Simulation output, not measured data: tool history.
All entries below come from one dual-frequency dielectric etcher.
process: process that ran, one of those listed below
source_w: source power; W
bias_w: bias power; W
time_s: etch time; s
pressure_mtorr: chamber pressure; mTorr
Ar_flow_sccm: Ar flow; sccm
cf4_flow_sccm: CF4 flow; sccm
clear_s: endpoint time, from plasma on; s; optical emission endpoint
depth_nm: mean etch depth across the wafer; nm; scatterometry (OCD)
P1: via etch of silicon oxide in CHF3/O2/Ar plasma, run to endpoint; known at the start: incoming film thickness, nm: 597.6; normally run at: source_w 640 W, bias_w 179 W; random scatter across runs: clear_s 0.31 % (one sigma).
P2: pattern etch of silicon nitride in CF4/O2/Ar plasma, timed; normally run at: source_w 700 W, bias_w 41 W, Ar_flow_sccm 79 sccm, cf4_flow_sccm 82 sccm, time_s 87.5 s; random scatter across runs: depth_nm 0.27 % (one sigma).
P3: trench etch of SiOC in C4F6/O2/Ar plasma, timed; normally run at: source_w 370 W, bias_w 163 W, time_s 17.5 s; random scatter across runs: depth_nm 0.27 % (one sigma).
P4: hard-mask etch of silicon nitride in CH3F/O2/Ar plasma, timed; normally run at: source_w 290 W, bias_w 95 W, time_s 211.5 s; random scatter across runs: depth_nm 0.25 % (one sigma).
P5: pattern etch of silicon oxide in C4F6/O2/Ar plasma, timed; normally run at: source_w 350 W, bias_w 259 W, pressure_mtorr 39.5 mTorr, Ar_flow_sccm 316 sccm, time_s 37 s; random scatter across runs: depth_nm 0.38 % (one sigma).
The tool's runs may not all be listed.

run   hour  process  source_w  bias_w  time_s  pressure_mtorr  Ar_flow_sccm  cf4_flow_sccm  clear_s  depth_nm
  1    8.3       P1       640     179                                                        307.43
  2   21.1       P1       640     179                                                        309.46
  3   39.5       P4       290      65   211.5                                                          129.83
  4   51.5       P1       640     179                                                        306.53
  5   69.7       P4       290      95   211.5                                                          148.63
  6   86.6       P5       350     259      37            39.5           225                               126
  7  102.6       P1       640     179                                                        308.77
  8  114.6       P5       350     259      27            39.5           316                            88.523
  9  126.8       P3       370     163    17.5                                                          34.311
 10  138.5       P1       380     179                                                        374.74
 11  153.9       P5       350     259      37            39.5           316                            121.14
 12  168.9       P5       350     323      37            39.5           316                            130.36
 13  186.5       P3       370     163    21.5                                                          42.104
 14  204.9       P1       800     135                                                        310.19
 15  223.4       P1       830     139                                                         302.1
 16  240.1       P4       290      95   211.5                                                          148.71
 17  252.1       P1       840     179                                                        276.65
 18  261.2       P5       500     259      37            39.5           316                            138.69
 19  272.3       P2       700      41    87.5                            79             82             213.96
 20    285       P2       700      41      63                            79             82              153.5
 21  293.7       P2       450      41    87.5                            79             82             146.26
 22  311.7       P2       700      41    87.5                            52             82             226.46
 23    328       P2       700      41    87.5                            79             55              202.9
 24    343       P4       180      95   211.5                                                          124.61
 25  355.5       P1       640     217                                                        290.14
 26    367       P5       350     259      37            29.5           316                            125.53
 27  380.1       P4       290      95     291                                                          204.47
 28  395.2       P3       250     163    17.5                                                          29.511
 29  404.4       P1       460     245                                                         313.3
 30  417.5       P3       370     207    17.5                                                          37.063
 31  426.7       P1       640     128                                                        344.45
 32  442.2       P2       700      26    87.5                            79             82             184.34
 33  459.8       P3       370     163    17.5                                                          34.116
 34    478       P1       640     179                                                        307.84
 35  486.3       P1       640     179                                                        306.99
 36    499       P1       640     179                                                        305.08
 37  511.7       P1       640     179                                                        304.06
 38  528.3       P1       640     179                                                        303.14
     529.1  -- wet clean of the chamber
 39    538       P1       640     179                                                        302.81
 40  546.3       P1       640     179                                                        302.18

Compared with where it was, what P1 gives has crept away. Each cause listed below fits the log as well as the rest, at the size given for it:
A: source power that arrives over what is set, % = 4.09
B: bias power that arrives over what is set, % = 4.69
The drift started at roughly hour 478.
Each remaining cause and why it is not a fit:
chamber walls in a state that raises the etch rate, %: serviced at hour 529.1, after the change had begun; the process did not return to its earlier output

Below are 4 check runs, each on a single wafer, with their results shown as question marks. Which of them would tell the listed causes apart, meaning the causes would give clearly different results under it?
check 1  554.6       P5       490     259      37            39.5           236                                 ?
check 2  554.6       P3       370     201    17.5                                                               ?
check 3  554.6       P2       700      27    87.5                            79             82                  ?
check 4  554.6       P4       240      95   273.5                                                               ?

Expected result of each check under each candidate cause:
  check    result    if A    if B
check 1  depth_nm  145.01  145.02
check 2  depth_nm   37.19  37.172
check 3  depth_nm  193.92  189.77
check 4  depth_nm   181.8  182.25
Per-check spread between the two closest causes, in the result where they differ most: check 1 0.01 %; check 2 0.05 %; check 3 2.16 %; check 4 0.25 %
Check 3 tells the causes apart: in the others they would give nearly the same result.

Check 3 was carried out, with these results: depth_nm 188.81 nm. Which of the listed causes is responsible?

It was cause B: bias power that arrives over what is set, %.
